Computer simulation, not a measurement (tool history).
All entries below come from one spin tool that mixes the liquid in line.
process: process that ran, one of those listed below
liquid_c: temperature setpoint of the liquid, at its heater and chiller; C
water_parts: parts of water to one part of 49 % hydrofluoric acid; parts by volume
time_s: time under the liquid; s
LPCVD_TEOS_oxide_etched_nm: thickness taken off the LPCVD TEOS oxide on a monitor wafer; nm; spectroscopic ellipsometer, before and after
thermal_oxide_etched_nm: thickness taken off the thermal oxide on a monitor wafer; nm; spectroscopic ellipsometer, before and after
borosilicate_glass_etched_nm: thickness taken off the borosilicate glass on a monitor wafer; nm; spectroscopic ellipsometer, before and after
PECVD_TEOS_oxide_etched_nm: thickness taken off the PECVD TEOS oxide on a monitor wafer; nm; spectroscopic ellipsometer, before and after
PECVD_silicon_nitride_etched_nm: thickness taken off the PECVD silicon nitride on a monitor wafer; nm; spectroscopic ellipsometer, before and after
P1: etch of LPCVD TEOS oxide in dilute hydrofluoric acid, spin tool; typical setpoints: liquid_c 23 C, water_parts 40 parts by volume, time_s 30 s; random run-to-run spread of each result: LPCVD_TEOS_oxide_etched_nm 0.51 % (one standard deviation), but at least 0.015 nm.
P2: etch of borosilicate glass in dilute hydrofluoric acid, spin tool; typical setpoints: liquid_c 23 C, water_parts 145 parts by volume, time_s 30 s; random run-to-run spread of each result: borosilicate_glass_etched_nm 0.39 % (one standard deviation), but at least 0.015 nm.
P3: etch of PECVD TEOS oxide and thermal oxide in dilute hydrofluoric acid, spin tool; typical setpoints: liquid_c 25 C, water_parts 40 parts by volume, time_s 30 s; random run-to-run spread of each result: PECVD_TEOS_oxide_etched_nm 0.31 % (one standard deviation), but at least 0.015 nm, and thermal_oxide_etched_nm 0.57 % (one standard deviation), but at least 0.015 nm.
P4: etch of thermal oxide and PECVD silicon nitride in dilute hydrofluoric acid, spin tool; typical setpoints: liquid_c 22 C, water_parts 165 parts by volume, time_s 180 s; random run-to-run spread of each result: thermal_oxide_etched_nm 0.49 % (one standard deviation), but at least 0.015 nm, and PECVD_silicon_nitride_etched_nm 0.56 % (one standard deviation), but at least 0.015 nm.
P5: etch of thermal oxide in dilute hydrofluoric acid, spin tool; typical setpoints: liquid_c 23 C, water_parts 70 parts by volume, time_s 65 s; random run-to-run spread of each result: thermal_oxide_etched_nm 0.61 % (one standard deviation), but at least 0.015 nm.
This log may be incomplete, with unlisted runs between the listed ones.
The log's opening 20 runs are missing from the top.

| run | hour | process | liquid_c | water_parts | time_s | hours since the thermometer was replaced | hours since the hydrofluoric acid flow meter was replaced | LPCVD_TEOS_oxide_etched_nm | thermal_oxide_etched_nm | borosilicate_glass_etched_nm | PECVD_TEOS_oxide_etched_nm | PECVD_silicon_nitride_etched_nm |
|---|---|---|---|---|---|---|---|---|---|---|---|---|
| 21 | 61.2 | P2 | 23 | 145 | 30 | 290.9 | 655.9 |  |  | 5.4471 |  |  |
| 22 | 64.9 | P3 | 29 | 40 | 30 | 294.6 | 659.6 |  | 4.7593 |  | 9.3269 |  |
| 23 | 68.6 | P2 | 23 | 65 | 30 | 298.3 | 663.3 |  |  | 13.33 |  |  |
| 24 | 71 | P1 | 17 | 40 | 30 | 300.7 | 665.7 | 31.521 |  |  |  |  |
| 25 | 73.9 | P4 | 22 | 165 | 15 | 303.6 | 668.6 |  | 0.37116 |  |  | 0.34955 |
| 26 | 76.9 | P4 | 22 | 165 | 180 | 306.6 | 671.6 |  | 4.3704 |  |  | 4.1161 |
| 27 | 79.1 | P5 | 23 | 40 | 65 | 308.8 | 673.8 |  | 8.4068 |  |  |  |
| 28 | 81.3 | P1 | 23 | 40 | 15 | 311 | 676 | 20.243 |  |  |  |  |
| 29 | 83.3 | P4 | 22 | 40 | 180 | 313 | 678 |  | 20.729 |  |  | 16.343 |
| 30 | 86.6 | P1 | 23 | 60 | 30 | 316.3 | 681.3 | 26.428 |  |  |  |  |
| 31 | 88.7 | P1 | 23 | 40 | 30 | 318.4 | 683.4 | 40.587 |  |  |  |  |

Forecast run 32:
| 32 | 91.8 | P1 | 23 | 40 | 30 | 321.5 | 686.5 | ? |  |  |  |  |

{"run 32": {"LPCVD_TEOS_oxide_etched_nm": 42.311}}
